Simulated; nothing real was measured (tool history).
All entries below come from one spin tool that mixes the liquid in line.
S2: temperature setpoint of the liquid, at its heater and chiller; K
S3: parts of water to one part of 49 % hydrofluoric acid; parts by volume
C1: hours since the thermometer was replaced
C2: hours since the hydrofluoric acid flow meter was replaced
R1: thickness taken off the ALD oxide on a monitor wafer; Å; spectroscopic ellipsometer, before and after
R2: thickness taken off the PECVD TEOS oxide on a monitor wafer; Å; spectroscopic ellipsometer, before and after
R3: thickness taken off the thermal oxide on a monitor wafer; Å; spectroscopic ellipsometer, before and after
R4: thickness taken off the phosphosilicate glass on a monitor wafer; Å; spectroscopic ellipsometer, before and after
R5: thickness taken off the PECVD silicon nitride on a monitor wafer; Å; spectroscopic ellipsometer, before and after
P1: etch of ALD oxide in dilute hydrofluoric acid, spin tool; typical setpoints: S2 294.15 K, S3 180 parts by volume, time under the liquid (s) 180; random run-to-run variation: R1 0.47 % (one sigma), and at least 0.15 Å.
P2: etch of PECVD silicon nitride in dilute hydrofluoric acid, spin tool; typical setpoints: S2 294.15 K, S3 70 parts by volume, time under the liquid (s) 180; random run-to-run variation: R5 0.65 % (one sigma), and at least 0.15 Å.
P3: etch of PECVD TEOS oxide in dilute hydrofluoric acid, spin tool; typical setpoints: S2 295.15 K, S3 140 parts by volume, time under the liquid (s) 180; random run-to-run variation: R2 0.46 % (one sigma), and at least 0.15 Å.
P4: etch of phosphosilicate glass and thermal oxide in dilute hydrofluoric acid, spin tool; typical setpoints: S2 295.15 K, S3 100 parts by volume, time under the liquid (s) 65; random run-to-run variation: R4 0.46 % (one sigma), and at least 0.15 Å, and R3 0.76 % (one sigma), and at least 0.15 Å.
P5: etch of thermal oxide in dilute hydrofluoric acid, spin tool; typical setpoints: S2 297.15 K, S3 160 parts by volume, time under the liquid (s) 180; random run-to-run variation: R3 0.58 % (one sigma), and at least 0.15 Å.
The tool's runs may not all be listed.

Run 1, hour 13.1: process that ran P1, S2 294.15 K, S3 180 parts by volume, time under the liquid (s) 180; C1 997; C2 136.9. Result: R1 125.45 Å.
Run 2, hour 26.7: process that ran P3, S2 295.15 K, S3 140 parts by volume, time under the liquid (s) 50; C1 1010.6; C2 150.5. Result: R2 51.516 Å.
Run 3, hour 33.7: process that ran P1, S2 290.15 K, S3 180 parts by volume, time under the liquid (s) 100; C1 1017.6; C2 157.5. Result: R1 59.601 Å.
Run 4, hour 43.5: process that ran P1, S2 294.15 K, S3 180 parts by volume, time under the liquid (s) 280; C1 1027.4; C2 167.3. Result: R1 194.99 Å.
Run 5, hour 51.9: process that ran P3, S2 295.15 K, S3 140 parts by volume, time under the liquid (s) 180; C1 1035.8; C2 175.7. Result: R2 184.7 Å.
Run 6, hour 62.8: process that ran P5, S2 292.65 K, S3 160 parts by volume, time under the liquid (s) 180; C1 1046.7; C2 186.6. Result: R3 40.105 Å.
Run 7, hour 74.8: process that ran P4, S2 301.15 K, S3 100 parts by volume, time under the liquid (s) 65; C1 1058.7; C2 198.6. Result: R3 36.079 Å, R4 460.93 Å.
Run 8, hour 85.2: process that ran P5, S2 297.15 K, S3 90 parts by volume, time under the liquid (s) 180; C1 1069.1; C2 209. Result: R3 92.077 Å.
Run 9, hour 99: process that ran P1, S2 294.15 K, S3 180 parts by volume, time under the liquid (s) 180; C1 1082.9; C2 222.8. Result: R1 123.44 Å.
Run 10, hour 109.8: process that ran P5, S2 297.15 K, S3 160 parts by volume, time under the liquid (s) 35; C1 1093.7; C2 233.6. Result: R3 9.0935 Å.
Run 11, hour 120.6: process that ran P4, S2 295.15 K, S3 100 parts by volume, time under the liquid (s) 110; C1 1104.5; C2 244.4. Result: R3 48.607 Å, R4 617.42 Å.
Run 12, hour 132.5: process that ran P1, S2 294.15 K, S3 180 parts by volume, time under the liquid (s) 180; C1 1116.4; C2 256.3. Result: R1 124.24 Å.
Run 13, hour 138.9: process that ran P1, S2 294.15 K, S3 180 parts by volume, time under the liquid (s) 180; C1 1122.8; C2 262.7. Result: R1 123.47 Å.
Run 14, hour 150.8: process that ran P1, S2 294.15 K, S3 180 parts by volume, time under the liquid (s) 80; C1 1134.7; C2 274.6. Result: R1 55.354 Å.
Run 15, hour 160.6: process that ran P1, S2 298.65 K, S3 180 parts by volume, time under the liquid (s) 180; C1 1144.5; C2 284.4. Result: R1 148.62 Å.
Run 16, hour 174.2: process that ran P1, S2 290.15 K, S3 180 parts by volume, time under the liquid (s) 20; C1 1158.1; C2 298. Result: R1 11.699 Å.
Run 17, hour 185.9: process that ran P4, S2 295.15 K, S3 100 parts by volume, time under the liquid (s) 65; C1 1169.8; C2 309.7. Result: R3 28.302 Å, R4 360.44 Å.
Run 18, hour 195.8: process that ran P2, S2 294.15 K, S3 70 parts by volume, time under the liquid (s) 180; C1 1179.7; C2 319.6. Result: R5 43.126 Å.
Run 19, hour 203.4: process that ran P2, S2 294.15 K, S3 35 parts by volume, time under the liquid (s) 180; C1 1187.3; C2 327.2. Result: R5 85.903 Å.
Run 20, hour 214.7: process that ran P2, S2 294.15 K, S3 70 parts by volume, time under the liquid (s) 280; C1 1198.6; C2 338.5. Result: R5 68.277 Å.
Run 21, hour 225.3: process that ran P5, S2 297.15 K, S3 160 parts by volume, time under the liquid (s) 180; C1 1209.2; C2 349.1. Result: R3 48.362 Å.
Run 22, hour 231.8: process that ran P1, S2 294.15 K, S3 295 parts by volume, time under the liquid (s) 180; C1 1215.7; C2 355.6. Result: R1 67.948 Å.
Run 23, hour 244.8: process that ran P3, S2 295.15 K, S3 50 parts by volume, time under the liquid (s) 180; C1 1228.7; C2 368.6. Result: R2 576.21 Å.
Run 24, hour 254.7: process that ran P1, S2 294.15 K, S3 105 parts by volume, time under the liquid (s) 180; C1 1238.6; C2 378.5. Result: R1 231.49 Å.
Run 25, hour 261.8: process that ran P2, S2 294.15 K, S3 70 parts by volume, time under the liquid (s) 180; C1 1245.7; C2 385.6. Result: R5 43.322 Å.
Run 26, hour 271.1: process that ran P1, S2 294.15 K, S3 180 parts by volume, time under the liquid (s) 180; C1 1255; C2 394.9. Result: R1 124.03 Å.
Run 27, hour 279.7: process that ran P3, S2 290.15 K, S3 140 parts by volume, time under the liquid (s) 180; C1 1263.6; C2 403.5. Result: R2 151.99 Å.
At hour 281: hydrofluoric acid flow meter replaced.
Run 28, hour 288.2: process that ran P3, S2 295.15 K, S3 140 parts by volume, time under the liquid (s) 180; C1 1272.1; C2 7.3. Result: R2 186.17 Å.
Run 29, hour 300.8: process that ran P2, S2 290.15 K, S3 70 parts by volume, time under the liquid (s) 180; C1 1284.7; C2 19.9. Result: R5 32.855 Å.
Run 30, hour 312.8: process that ran P4, S2 295.15 K, S3 55 parts by volume, time under the liquid (s) 65; C1 1296.7; C2 31.9. Result: R3 55.566 Å, R4 696.06 Å.
Run 31, hour 324.2: process that ran P1, S2 290.15 K, S3 180 parts by volume, time under the liquid (s) 180; C1 1308.1; C2 43.3. Result: R1 106.49 Å.
Run 32, hour 336.6: process that ran P1, S2 294.15 K, S3 180 parts by volume, time under the liquid (s) 180; C1 1320.5; C2 55.7. Result: R1 124.08 Å.
Run 33, hour 343.5: process that ran P5, S2 297.15 K, S3 160 parts by volume, time under the liquid (s) 180; C1 1327.4; C2 62.6. Result: R3 47.848 Å.
Run 34, hour 356.2: process that ran P1, S2 294.15 K, S3 180 parts by volume, time under the liquid (s) 180; C1 1340.1; C2 75.3. Result: R1 124.69 Å.
Run 35, hour 365.5: process that ran P1, S2 294.15 K, S3 180 parts by volume, time under the liquid (s) 180; C1 1349.4; C2 84.6. Result: R1 121.61 Å.
Run 36, hour 377.4: process that ran P1, S2 294.15 K, S3 180 parts by volume, time under the liquid (s) 180; C1 1361.3; C2 96.5. Result: R1 118.9 Å.
Run 37, hour 390.3: process that ran P1, S2 294.15 K, S3 180 parts by volume, time under the liquid (s) 180; C1 1374.2; C2 109.4. Result: R1 118.12 Å.
Run 38, hour 396.5: process that ran P1, S2 294.15 K, S3 180 parts by volume, time under the liquid (s) 180; C1 1380.4; C2 115.6. Result: R1 117.4 Å.
Run 39, hour 403: process that ran P1, S2 294.15 K, S3 180 parts by volume, time under the liquid (s) 180; C1 1386.9; C2 122.1. Result: R1 117.15 Å.
Run 40, hour 412.2: process that ran P1, S2 294.15 K, S3 180 parts by volume, time under the liquid (s) 180; C1 1396.1; C2 131.3. Result: R1 116.78 Å.
Run 41, hour 423.8: process that ran P1, S2 294.15 K, S3 180 parts by volume, time under the liquid (s) 180; C1 1407.7; C2 142.9. Result: R1 116.22 Å.

Something has made what P1 gives creep away from where it was; the 2 causes below, each at its own stated size, fit the log equally well:
A: liquid colder than its thermometer reads (K) = 1.71
B: hydrofluoric acid flow below the setpoint (%) = 5.43
Onset of the creep was near hour 356.2.

The check runs listed below each take one wafer, and their results are still question marks. Under which run would the listed causes lead to clearly different results?
Run check 1, hour 435.4: process that ran P3, S2 295.15 K, S3 140 parts by volume, time under the liquid (s) 180. Result: R2 ?.
Run check 2, hour 435.4: process that ran P4, S2 295.15 K, S3 100 parts by volume, time under the liquid (s) 65. Result: R3 ?, R4 ?.
Run check 3, hour 435.4: process that ran P5, S2 297.15 K, S3 160 parts by volume, time under the liquid (s) 180. Result: R3 ?.
Run check 4, hour 435.4: process that ran P2, S2 294.15 K, S3 70 parts by volume, time under the liquid (s) 180. Result: R5 ?.

What every check run would give for each of its results, assuming each possible cause in turn:
  check  result    if A    if B
check 1      R2  173.85  174.37
check 2      R3  26.638  26.825
check 2      R4  339.61  341.99
check 3      R3  44.671  44.641
check 4      R5  38.793  41.319
Gap, in per cent, between the two causes that each check separates least, read from the result that separates them most: check 1 0.3 %; check 2 0.7 %; check 3 0.07 %; check 4 6.31 %
Check 4 distinguishes between the causes, while the remaining checks would return nearly the same result for all of them.

Then check 4 was run and gave: R5 41.735 Å. Which cause is it?

It is B: hydrofluoric acid flow below the setpoint (%).

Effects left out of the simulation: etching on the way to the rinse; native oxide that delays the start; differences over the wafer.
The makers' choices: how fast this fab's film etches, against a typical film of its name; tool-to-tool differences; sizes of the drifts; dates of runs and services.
